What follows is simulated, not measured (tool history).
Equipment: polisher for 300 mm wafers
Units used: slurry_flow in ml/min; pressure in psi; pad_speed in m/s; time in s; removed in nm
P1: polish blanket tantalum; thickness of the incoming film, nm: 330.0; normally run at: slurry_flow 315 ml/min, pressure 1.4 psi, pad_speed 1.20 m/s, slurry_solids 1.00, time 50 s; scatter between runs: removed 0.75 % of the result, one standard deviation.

run,hour,slurry_flow,pressure,pad_speed,slurry_solids,time,wafers polished on this pad,hours since the slurry nozzle was cleaned,hours since the head pressure was calibrated,hours since the slurry blender was calibrated,removed
1,7.5,315,1.4,1.20,1.00,50,466,89.2,47.5,349.1,77.045
2,18.9,315,1.4,1.20,1.00,69,616,100.6,58.9,360.5,107.630
3,27.7,315,1.4,0.54,1.00,50,732,109.4,67.7,369.3,35.059
4,39.4,315,1.4,1.20,1.00,50,885,121.1,79.4,381.0,77.557
5,55.6,315,1.4,1.86,1.00,50,1098,137.3,95.6,397.2,120.880
6,69.7,315,0.9,1.20,1.00,50,1284,151.4,109.7,411.3,49.473
7,78.1,315,2.2,1.20,1.00,50,1394,159.8,118.1,419.7,123.410
8,92.8,190,1.4,1.20,1.00,50,1588,174.5,132.8,434.4,74.595
9,105.9,315,1.4,1.20,1.00,50,1760,187.6,145.9,447.5,77.413
10,115.2,315,1.4,1.20,1.00,50,1882,196.9,155.2,456.8,76.987
# hour 124.3: worn pad replaced by a new one
11,131.7,315,1.4,1.20,1.45,50,98,213.4,171.7,473.3,85.756
12,141.4,315,1.4,1.20,0.55,50,225,223.1,181.4,483.0,63.446

Run 13 comes next. What will it give?
13,149.8,315,1.4,1.52,1.20,50,336,231.5,189.8,491.4,?

{"run 13": {"removed": 103.53}}
